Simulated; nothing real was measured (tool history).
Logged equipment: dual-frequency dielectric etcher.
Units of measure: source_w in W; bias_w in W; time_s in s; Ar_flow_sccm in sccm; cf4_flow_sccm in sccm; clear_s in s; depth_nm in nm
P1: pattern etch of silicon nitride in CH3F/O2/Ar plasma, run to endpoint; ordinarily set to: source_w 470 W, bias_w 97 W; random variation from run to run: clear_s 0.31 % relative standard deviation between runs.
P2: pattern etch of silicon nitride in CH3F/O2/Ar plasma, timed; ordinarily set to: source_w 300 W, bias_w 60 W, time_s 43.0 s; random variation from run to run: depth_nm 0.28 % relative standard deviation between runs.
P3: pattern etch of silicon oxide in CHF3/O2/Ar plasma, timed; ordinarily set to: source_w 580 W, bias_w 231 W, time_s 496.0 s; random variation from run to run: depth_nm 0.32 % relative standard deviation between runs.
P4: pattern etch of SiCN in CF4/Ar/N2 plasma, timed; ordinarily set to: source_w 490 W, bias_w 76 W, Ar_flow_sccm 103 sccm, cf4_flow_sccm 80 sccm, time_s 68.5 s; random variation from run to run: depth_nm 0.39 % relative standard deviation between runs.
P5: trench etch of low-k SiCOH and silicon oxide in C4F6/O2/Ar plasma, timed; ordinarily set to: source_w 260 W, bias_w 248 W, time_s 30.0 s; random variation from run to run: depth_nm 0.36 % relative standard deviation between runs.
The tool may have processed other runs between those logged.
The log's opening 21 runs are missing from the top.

| run | day | process | source_w | bias_w | time_s | Ar_flow_sccm | cf4_flow_sccm | hours since the last wet clean | hours since the last source power generator calibration | hours since the last bias power generator calibration | clear_s | depth_nm |
|---|---|---|---|---|---|---|---|---|---|---|---|---|
| 22 | 5.167 | P2 | 300 | 60 | 33.5 |  |  | 210.1 | 1026.3 | 1414.9 |  | 19.668 |
| 23 | 5.417 | P1 | 470 | 97 |  |  |  | 216.1 | 1032.3 | 1420.9 | 68.267 |  |
| 24 | 5.712 | P2 | 420 | 60 | 43.0 |  |  | 223.2 | 1039.4 | 1428.0 |  | 28.571 |
| 25 | 5.892 | P3 | 580 | 231 | 496.0 |  |  | 227.5 | 1043.7 | 1432.3 |  | 1064.000 |
| 26 | 6.062 | P4 | 490 | 104 | 68.5 | 103 | 80 | 231.6 | 1047.8 | 1436.4 |  | 75.074 |
| 27 | 6.371 | P2 | 300 | 60 | 43.0 |  |  | 239.0 | 1055.2 | 1443.8 |  | 25.181 |
| 28 | 6.571 | P5 | 260 | 248 | 16.5 |  |  | 243.8 | 1060.0 | 1448.6 |  | 47.299 |
| 29 | 6.800 | P1 | 300 | 97 |  |  |  | 249.3 | 1065.5 | 1454.1 | 79.883 |  |

Estimate the outcome of run 30 from the log above:
| 30 | 7.096 | P1 | 470 | 97 |  |  |  | 256.4 | 1072.6 | 1461.2 | ? |  |

clear_s: 67.986 s
